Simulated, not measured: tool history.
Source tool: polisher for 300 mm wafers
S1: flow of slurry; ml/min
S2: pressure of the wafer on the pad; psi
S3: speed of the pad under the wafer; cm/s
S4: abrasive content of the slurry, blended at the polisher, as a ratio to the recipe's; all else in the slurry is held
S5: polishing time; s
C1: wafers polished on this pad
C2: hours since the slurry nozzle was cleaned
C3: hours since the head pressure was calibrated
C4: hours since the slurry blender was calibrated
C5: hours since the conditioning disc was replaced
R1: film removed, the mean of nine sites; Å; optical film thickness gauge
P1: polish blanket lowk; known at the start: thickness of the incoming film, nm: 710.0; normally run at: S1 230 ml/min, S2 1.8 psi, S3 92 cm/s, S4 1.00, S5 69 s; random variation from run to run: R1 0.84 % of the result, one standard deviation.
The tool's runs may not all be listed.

| run | day | S1 | S2 | S3 | S4 | S5 | C1 | C2 | C3 | C4 | C5 | R1 |
|---|---|---|---|---|---|---|---|---|---|---|---|---|
| 1 | 0.354 | 230 | 1.8 | 92 | 1.00 | 69 | 722 | 96.2 | 294.7 | 115.6 | 113.4 | 204.00 |
| 2 | 0.654 | 230 | 1.8 | 92 | 1.00 | 69 | 795 | 103.4 | 301.9 | 122.8 | 120.6 | 204.10 |
|  | 0.771 | conditioning disc replaced and pad reconditioned |
| 3 | 0.958 | 230 | 1.8 | 92 | 1.00 | 93 | 870 | 110.7 | 309.2 | 130.1 | 4.5 | 274.00 |
| 4 | 1.262 | 230 | 1.8 | 120 | 1.00 | 69 | 944 | 118.0 | 316.5 | 137.4 | 11.8 | 258.42 |
| 5 | 1.425 | 230 | 2.8 | 92 | 1.00 | 69 | 984 | 121.9 | 320.4 | 141.3 | 15.7 | 314.71 |
| 6 | 1.658 | 230 | 1.8 | 92 | 1.40 | 69 | 1041 | 127.5 | 326.0 | 146.9 | 21.3 | 235.50 |
| 7 | 1.938 | 230 | 1.8 | 92 | 1.00 | 69 | 1109 | 134.2 | 332.7 | 153.6 | 28.0 | 204.60 |
| 8 | 2.121 | 230 | 1.8 | 92 | 1.00 | 69 | 1154 | 138.6 | 337.1 | 158.0 | 32.4 | 206.93 |
| 9 | 2.462 | 230 | 0.9 | 92 | 1.00 | 69 | 1237 | 146.8 | 345.3 | 166.2 | 40.6 | 103.17 |
| 10 | 2.708 | 140 | 1.8 | 92 | 1.00 | 69 | 1297 | 152.7 | 351.2 | 172.1 | 46.5 | 191.29 |
| 11 | 3.021 | 230 | 1.8 | 50 | 1.00 | 69 | 1374 | 160.2 | 358.7 | 179.6 | 54.0 | 127.11 |
| 12 | 3.392 | 230 | 1.8 | 92 | 1.00 | 69 | 1464 | 169.1 | 367.6 | 188.5 | 62.9 | 203.72 |
| 13 | 3.562 | 230 | 1.8 | 92 | 1.00 | 40 | 1506 | 173.2 | 371.7 | 192.6 | 67.0 | 118.42 |
| 14 | 3.796 | 160 | 1.8 | 120 | 1.00 | 69 | 1563 | 178.8 | 377.3 | 198.2 | 72.6 | 240.71 |
| 15 | 3.979 | 345 | 1.8 | 92 | 1.00 | 69 | 1608 | 183.2 | 381.7 | 202.6 | 77.0 | 211.71 |
| 16 | 4.175 | 230 | 1.8 | 92 | 0.55 | 69 | 1656 | 187.9 | 386.4 | 207.3 | 81.7 | 149.23 |
| 17 | 4.462 | 230 | 1.8 | 92 | 1.00 | 69 | 1726 | 194.8 | 393.3 | 214.2 | 88.6 | 203.51 |
| 18 | 4.821 | 230 | 1.8 | 92 | 1.00 | 69 | 1814 | 203.4 | 401.9 | 222.8 | 97.2 | 195.66 |
| 19 | 5.058 | 230 | 1.8 | 92 | 1.00 | 69 | 1872 | 209.1 | 407.6 | 228.5 | 102.9 | 190.85 |
| 20 | 5.308 | 230 | 1.8 | 92 | 1.00 | 69 | 1933 | 215.1 | 413.6 | 234.5 | 108.9 | 186.19 |
| 21 | 5.650 | 230 | 1.8 | 92 | 1.00 | 69 | 2016 | 223.3 | 421.8 | 242.7 | 117.1 | 185.81 |
| 22 | 5.938 | 230 | 1.8 | 92 | 1.00 | 69 | 2086 | 230.2 | 428.7 | 249.6 | 124.0 | 181.76 |
| 23 | 6.112 | 230 | 1.8 | 92 | 1.00 | 69 | 2129 | 234.4 | 432.9 | 253.8 | 128.2 | 179.74 |
|  | 6.192 | slurry nozzle cleaned |
|  | 6.342 | head pressure recalibrated |
| 24 | 6.483 | 230 | 1.8 | 92 | 1.00 | 69 | 2220 | 7.0 | 3.5 | 262.7 | 137.1 | 178.60 |
|  | 6.592 | conditioning disc replaced and pad reconditioned |
| 25 | 6.771 | 230 | 1.8 | 92 | 1.00 | 69 | 2290 | 13.9 | 10.4 | 269.6 | 4.4 | 177.75 |
| 26 | 6.996 | 230 | 1.8 | 92 | 1.00 | 69 | 2345 | 19.3 | 15.8 | 275.0 | 9.8 | 179.58 |
| 27 | 7.367 | 230 | 1.8 | 92 | 1.00 | 69 | 2436 | 28.2 | 24.7 | 283.9 | 18.7 | 176.85 |
| 28 | 7.733 | 230 | 1.8 | 92 | 1.00 | 69 | 2525 | 37.0 | 33.5 | 292.7 | 27.5 | 178.34 |

The log shows P1 creeping away from where it was. Any of the 2 causes listed here, at the size stated for it, fits the log just as well as the others:
A: abrasive missing from the slurry, % = 25.7
B: removal rate lost through wear of the pad, % = 13.6
The drift started at roughly day 4.462.
All other causes, with the reason each is excluded:
slurry flow missing at the pad, %: serviced at day 6.192, after the drift had started, without restoring the earlier output
head's pressure below its setpoint, %: serviced at day 6.342, after the drift had started, without restoring the earlier output
time polished since the conditioner stopped cutting, s: serviced at day 6.592, after the drift had started, without restoring the earlier output

Consider the 4 check runs below, whose results appear as question marks and each of which averages 5 wafers. Which one distinguishes the causes, in that each cause would give it a clearly different result?
| check 1 | 8.100 | 140 | 2.6 | 92 | 1.00 | 69 |  |  |  |  |  | ? |
| check 2 | 8.100 | 230 | 1.8 | 92 | 0.65 | 69 |  |  |  |  |  | ? |
| check 3 | 8.100 | 230 | 1.4 | 64 | 1.00 | 69 |  |  |  |  |  | ? |
| check 4 | 8.100 | 175 | 1.8 | 92 | 1.00 | 69 |  |  |  |  |  | ? |

Outcome of each check run for each possible cause:
| check | result | if A | if B |
|---|---|---|---|
| check 1 | R1 | 237.46 | 237.42 |
| check 2 | R1 | 137.74 | 142.13 |
| check 3 | R1 | 102.94 | 102.93 |
| check 4 | R1 | 170.64 | 170.62 |
How far apart the two closest causes lie, in the result that separates them most: check 1 0.02 %; check 2 3.14 %; check 3 0.02 %; check 4 0.02 %
Of the check runs offered, only check 2 discriminates between the causes; the rest would read about the same regardless of which cause applies.

Check 2 was carried out, with these results: R1 137.66 Å. Which of the listed causes is responsible?

The cause is A: abrasive missing from the slurry, %.

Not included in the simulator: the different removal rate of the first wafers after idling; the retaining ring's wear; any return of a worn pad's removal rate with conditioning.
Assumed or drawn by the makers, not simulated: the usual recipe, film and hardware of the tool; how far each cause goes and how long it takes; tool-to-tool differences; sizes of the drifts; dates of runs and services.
